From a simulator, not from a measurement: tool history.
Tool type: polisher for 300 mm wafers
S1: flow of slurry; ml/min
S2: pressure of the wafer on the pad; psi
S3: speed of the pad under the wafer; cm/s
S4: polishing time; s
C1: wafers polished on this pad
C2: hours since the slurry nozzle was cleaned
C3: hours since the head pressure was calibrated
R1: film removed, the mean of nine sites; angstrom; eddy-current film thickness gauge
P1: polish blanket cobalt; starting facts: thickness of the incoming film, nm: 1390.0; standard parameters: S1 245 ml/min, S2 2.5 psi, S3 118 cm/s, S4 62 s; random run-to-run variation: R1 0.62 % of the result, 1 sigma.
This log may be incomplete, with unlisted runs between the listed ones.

{"run": 1, "hour": 9.2, "S1": 245, "S2": 2.5, "S3": 118, "S4": 62, "C1": 641, "C2": 272.5, "C3": 650.1, "R1": 4012.6}
{"run": 2, "hour": 15.1, "S1": 245, "S2": 2.5, "S3": 118, "S4": 62, "C1": 724, "C2": 278.4, "C3": 656, "R1": 4065.1}
{"run": 3, "hour": 22.4, "S1": 245, "S2": 2.5, "S3": 156, "S4": 62, "C1": 827, "C2": 285.7, "C3": 663.3, "R1": 5308.8}
{"run": 4, "hour": 28.4, "S1": 245, "S2": 2.5, "S3": 76, "S4": 62, "C1": 911, "C2": 291.7, "C3": 669.3, "R1": 2597.1}
{"run": 5, "hour": 35.3, "S1": 245, "S2": 2.5, "S3": 118, "S4": 62, "C1": 1008, "C2": 298.6, "C3": 676.2, "R1": 4004.5}
{"run": 6, "hour": 39.8, "S1": 335, "S2": 2.5, "S3": 118, "S4": 62, "C1": 1072, "C2": 303.1, "C3": 680.7, "R1": 4123.7}
{"run": 7, "hour": 44.1, "S1": 245, "S2": 2.5, "S3": 118, "S4": 62, "C1": 1132, "C2": 307.4, "C3": 685, "R1": 4005.2}
{"run": 8, "hour": 49.6, "S1": 245, "S2": 2.5, "S3": 118, "S4": 95, "C1": 1210, "C2": 312.9, "C3": 690.5, "R1": 6109.2}
{"run": 9, "hour": 54.8, "S1": 245, "S2": 3.1, "S3": 180, "S4": 62, "C1": 1283, "C2": 318.1, "C3": 695.7, "R1": 7478.8}
{"run": 10, "hour": 61.1, "S1": 245, "S2": 1.1, "S3": 118, "S4": 62, "C1": 1372, "C2": 324.4, "C3": 702, "R1": 1784.1}
{"run": 11, "hour": 68.2, "S1": 245, "S2": 2.5, "S3": 118, "S4": 62, "C1": 1472, "C2": 331.5, "C3": 709.1, "R1": 4065.1}
{"run": 12, "hour": 74.7, "S1": 245, "S2": 2.5, "S3": 118, "S4": 28, "C1": 1563, "C2": 338, "C3": 715.6, "R1": 1809.7}
{"run": 13, "hour": 81.2, "S1": 245, "S2": 2.5, "S3": 118, "S4": 62, "C1": 1655, "C2": 344.5, "C3": 722.1, "R1": 4000.9}
{"run": 14, "hour": 88.0, "S1": 150, "S2": 2.5, "S3": 118, "S4": 62, "C1": 1751, "C2": 351.3, "C3": 728.9, "R1": 3702.3}
{"run": 15, "hour": 94.4, "S1": 245, "S2": 3.8, "S3": 118, "S4": 62, "C1": 1841, "C2": 357.7, "C3": 735.3, "R1": 6145.1}
{"run": 16, "hour": 102.6, "S1": 245, "S2": 2.5, "S3": 118, "S4": 62, "C1": 1956, "C2": 365.9, "C3": 743.5, "R1": 4025.9}

Run 17 comes next. What will it give?
{"run": 17, "hour": 111.9, "S1": 245, "S2": 2.5, "S3": 118, "S4": 62, "C1": 2087, "C2": 375.2, "C3": 752.8, "R1": "?"}

For run 17 the tool returned R1 3947.4 angstrom.

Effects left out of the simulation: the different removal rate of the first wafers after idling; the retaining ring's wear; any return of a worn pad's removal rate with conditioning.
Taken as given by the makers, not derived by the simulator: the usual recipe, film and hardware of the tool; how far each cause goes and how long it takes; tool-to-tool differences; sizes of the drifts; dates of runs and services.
